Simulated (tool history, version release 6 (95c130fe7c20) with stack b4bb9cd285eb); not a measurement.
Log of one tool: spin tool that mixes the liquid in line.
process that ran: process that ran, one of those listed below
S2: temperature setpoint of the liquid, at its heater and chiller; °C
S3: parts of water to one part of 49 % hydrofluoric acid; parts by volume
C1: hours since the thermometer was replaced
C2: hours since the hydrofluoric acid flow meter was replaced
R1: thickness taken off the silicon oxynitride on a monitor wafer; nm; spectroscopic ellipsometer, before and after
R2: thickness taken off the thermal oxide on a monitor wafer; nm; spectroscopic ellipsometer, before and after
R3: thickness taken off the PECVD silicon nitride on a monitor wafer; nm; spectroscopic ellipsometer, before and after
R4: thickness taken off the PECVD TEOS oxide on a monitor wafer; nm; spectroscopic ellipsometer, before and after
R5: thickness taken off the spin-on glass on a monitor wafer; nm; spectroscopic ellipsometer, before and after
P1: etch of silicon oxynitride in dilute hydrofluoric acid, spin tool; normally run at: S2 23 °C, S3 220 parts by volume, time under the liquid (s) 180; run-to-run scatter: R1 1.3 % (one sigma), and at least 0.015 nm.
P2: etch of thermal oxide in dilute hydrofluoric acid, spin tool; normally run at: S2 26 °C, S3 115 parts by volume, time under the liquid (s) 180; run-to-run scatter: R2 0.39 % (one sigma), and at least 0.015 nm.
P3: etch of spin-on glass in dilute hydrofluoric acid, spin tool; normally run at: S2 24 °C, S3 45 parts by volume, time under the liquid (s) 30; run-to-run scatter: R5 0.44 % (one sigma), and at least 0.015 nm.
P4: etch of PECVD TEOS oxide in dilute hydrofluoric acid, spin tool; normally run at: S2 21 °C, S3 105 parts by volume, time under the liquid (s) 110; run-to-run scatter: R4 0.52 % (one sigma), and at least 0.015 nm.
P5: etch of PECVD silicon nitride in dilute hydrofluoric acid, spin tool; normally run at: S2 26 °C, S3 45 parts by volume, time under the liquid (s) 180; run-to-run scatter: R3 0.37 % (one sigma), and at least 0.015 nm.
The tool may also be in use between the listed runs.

Run 1, hour 4.5: process that ran P1, S2 23 °C, S3 220 parts by volume, time under the liquid (s) 180; C1 1107.1; C2 827.8. Result: R1 1.8821 nm.
Run 2, hour 7.1: process that ran P1, S2 23 °C, S3 350 parts by volume, time under the liquid (s) 180; C1 1109.7; C2 830.4. Result: R1 1.0762 nm.
Run 3, hour 11: process that ran P2, S2 26 °C, S3 115 parts by volume, time under the liquid (s) 270; C1 1113.6; C2 834.3. Result: R2 12.156 nm.
Run 4, hour 13.5: process that ran P5, S2 26 °C, S3 45 parts by volume, time under the liquid (s) 180; C1 1116.1; C2 836.8. Result: R3 18.684 nm.
Run 5, hour 15.9: process that ran P1, S2 23 °C, S3 40 parts by volume, time under the liquid (s) 180; C1 1118.5; C2 839.2. Result: R1 12.192 nm.
Run 6, hour 20.3: process that ran P2, S2 26 °C, S3 205 parts by volume, time under the liquid (s) 180; C1 1122.9; C2 843.6. Result: R2 4.0662 nm.
Run 7, hour 24.9: process that ran P1, S2 26.5 °C, S3 220 parts by volume, time under the liquid (s) 180; C1 1127.5; C2 848.2. Result: R1 2.2138 nm.
Run 8, hour 27.8: process that ran P5, S2 26 °C, S3 45 parts by volume, time under the liquid (s) 290; C1 1130.4; C2 851.1. Result: R3 30.087 nm.
Run 9, hour 31.2: process that ran P4, S2 21 °C, S3 105 parts by volume, time under the liquid (s) 110; C1 1133.8; C2 854.5. Result: R4 16.669 nm.
Run 10, hour 35: process that ran P5, S2 31 °C, S3 45 parts by volume, time under the liquid (s) 180; C1 1137.6; C2 858.3. Result: R3 25.902 nm.
Run 11, hour 39.5: process that ran P4, S2 21 °C, S3 40 parts by volume, time under the liquid (s) 110; C1 1142.1; C2 862.8. Result: R4 47.043 nm.
Run 12, hour 44: process that ran P4, S2 17 °C, S3 105 parts by volume, time under the liquid (s) 110; C1 1146.6; C2 867.3. Result: R4 14.182 nm.
Run 13, hour 48: process that ran P1, S2 17 °C, S3 220 parts by volume, time under the liquid (s) 180; C1 1150.6; C2 871.3. Result: R1 1.4343 nm.
At hour 51.2: hydrofluoric acid flow meter replaced.
Run 14, hour 52.8: process that ran P1, S2 23 °C, S3 220 parts by volume, time under the liquid (s) 180; C1 1155.4; C2 1.7. Result: R1 1.9211 nm.
Run 15, hour 56.9: process that ran P1, S2 23 °C, S3 220 parts by volume, time under the liquid (s) 265; C1 1159.5; C2 5.8. Result: R1 2.7553 nm.
Run 16, hour 60.3: process that ran P3, S2 24 °C, S3 45 parts by volume, time under the liquid (s) 30; C1 1162.9; C2 9.2. Result: R5 28.349 nm.
Run 17, hour 64.1: process that ran P3, S2 24 °C, S3 45 parts by volume, time under the liquid (s) 30; C1 1166.7; C2 13. Result: R5 28.406 nm.
Run 18, hour 68.7: process that ran P4, S2 21 °C, S3 105 parts by volume, time under the liquid (s) 175; C1 1171.3; C2 17.6. Result: R4 26.586 nm.
Run 19, hour 72.4: process that ran P1, S2 23 °C, S3 220 parts by volume, time under the liquid (s) 180; C1 1175; C2 21.3. Result: R1 1.908 nm.
Run 20, hour 76.8: process that ran P3, S2 24 °C, S3 45 parts by volume, time under the liquid (s) 55; C1 1179.4; C2 25.7. Result: R5 51.431 nm.
Run 21, hour 81: process that ran P1, S2 23 °C, S3 220 parts by volume, time under the liquid (s) 180; C1 1183.6; C2 29.9. Result: R1 1.8902 nm.
Run 22, hour 85.5: process that ran P3, S2 24 °C, S3 25 parts by volume, time under the liquid (s) 30; C1 1188.1; C2 34.4. Result: R5 52.237 nm.
Run 23, hour 90.5: process that ran P2, S2 26 °C, S3 115 parts by volume, time under the liquid (s) 180; C1 1193.1; C2 39.4. Result: R2 8.1032 nm.
Run 24, hour 94.4: process that ran P1, S2 23 °C, S3 335 parts by volume, time under the liquid (s) 80; C1 1197; C2 43.3. Result: R1 0.49433 nm.
Run 25, hour 97.4: process that ran P4, S2 21 °C, S3 105 parts by volume, time under the liquid (s) 110; C1 1200; C2 46.3. Result: R4 16.811 nm.
Run 26, hour 101.4: process that ran P1, S2 23 °C, S3 220 parts by volume, time under the liquid (s) 45; C1 1204; C2 50.3. Result: R1 0.46704 nm.
Run 27, hour 105.6: process that ran P1, S2 23 °C, S3 220 parts by volume, time under the liquid (s) 180; C1 1208.2; C2 54.5. Result: R1 1.8784 nm.
Run 28, hour 108.9: process that ran P1, S2 23 °C, S3 220 parts by volume, time under the liquid (s) 180; C1 1211.5; C2 57.8. Result: R1 1.8686 nm.
Run 29, hour 113.6: process that ran P2, S2 33.5 °C, S3 115 parts by volume, time under the liquid (s) 180; C1 1216.2; C2 62.5. Result: R2 10.597 nm.
Run 30, hour 116.8: process that ran P2, S2 26 °C, S3 115 parts by volume, time under the liquid (s) 180; C1 1219.4; C2 65.7. Result: R2 8.0277 nm.
Run 31, hour 120.4: process that ran P5, S2 26 °C, S3 60 parts by volume, time under the liquid (s) 180; C1 1223; C2 69.3. Result: R3 14.084 nm.
Run 32, hour 124: process that ran P3, S2 28 °C, S3 45 parts by volume, time under the liquid (s) 30; C1 1226.6; C2 72.9. Result: R5 33.189 nm.
Run 33, hour 128: process that ran P1, S2 23 °C, S3 220 parts by volume, time under the liquid (s) 180; C1 1230.6; C2 76.9. Result: R1 1.9206 nm.
Run 34, hour 132.1: process that ran P1, S2 23 °C, S3 220 parts by volume, time under the liquid (s) 180; C1 1234.7; C2 81. Result: R1 2 nm.
Run 35, hour 135.4: process that ran P1, S2 23 °C, S3 220 parts by volume, time under the liquid (s) 180; C1 1238; C2 84.3. Result: R1 1.9729 nm.
Run 36, hour 139.9: process that ran P1, S2 23 °C, S3 220 parts by volume, time under the liquid (s) 180; C1 1242.5; C2 88.8. Result: R1 2.0458 nm.
Run 37, hour 144.7: process that ran P1, S2 23 °C, S3 220 parts by volume, time under the liquid (s) 180; C1 1247.3; C2 93.6. Result: R1 1.9813 nm.
Run 38, hour 148.4: process that ran P1, S2 23 °C, S3 220 parts by volume, time under the liquid (s) 180; C1 1251; C2 97.3. Result: R1 2.0333 nm.
Run 39, hour 151.9: process that ran P1, S2 23 °C, S3 220 parts by volume, time under the liquid (s) 180; C1 1254.5; C2 100.8. Result: R1 2.0575 nm.
Run 40, hour 154.2: process that ran P1, S2 23 °C, S3 220 parts by volume, time under the liquid (s) 180; C1 1256.8; C2 103.1. Result: R1 2.0834 nm.
Run 41, hour 156.8: process that ran P1, S2 23 °C, S3 220 parts by volume, time under the liquid (s) 180; C1 1259.4; C2 105.7. Result: R1 2.0847 nm.
Run 42, hour 159.5: process that ran P1, S2 23 °C, S3 220 parts by volume, time under the liquid (s) 180; C1 1262.1; C2 108.4. Result: R1 2.0088 nm.

What P1 gives has crept away from where it was. These 2 causes fit the log equally well, each at the size given:
A: liquid hotter than its thermometer reads (K) = 1.75
B: hydrofluoric acid flow above the setpoint (%) = 6.93
The creep began at about hour 128.

4 check runs are offered, one wafer each, their results left as question marks. Which one tells the causes apart?
Run check 1, hour 162.2: process that ran P3, S2 24 °C, S3 45 parts by volume, time under the liquid (s) 30. Result: R5 ?.
Run check 2, hour 162.2: process that ran P2, S2 26 °C, S3 115 parts by volume, time under the liquid (s) 180. Result: R2 ?.
Run check 3, hour 162.2: process that ran P4, S2 21 °C, S3 105 parts by volume, time under the liquid (s) 110. Result: R4 ?.
Run check 4, hour 162.2: process that ran P5, S2 26 °C, S3 45 parts by volume, time under the liquid (s) 180. Result: R3 ?.

What each check would give under each cause:
  check  result    if A    if B
check 1      R5  30.317  30.292
check 2      R2  8.6282   8.712
check 3      R4  17.931  18.008
check 4      R3  20.912  19.889
How far apart the two closest causes lie, in the result that separates them most: check 1 0.08 %; check 2 0.97 %; check 3 0.43 %; check 4 5.01 %
Only check 4 tells the causes apart: in the others they would give nearly the same result.

Then check 4 was run and gave: R3 20.956 nm. Which cause is it?

It is A: liquid hotter than its thermometer reads (K).
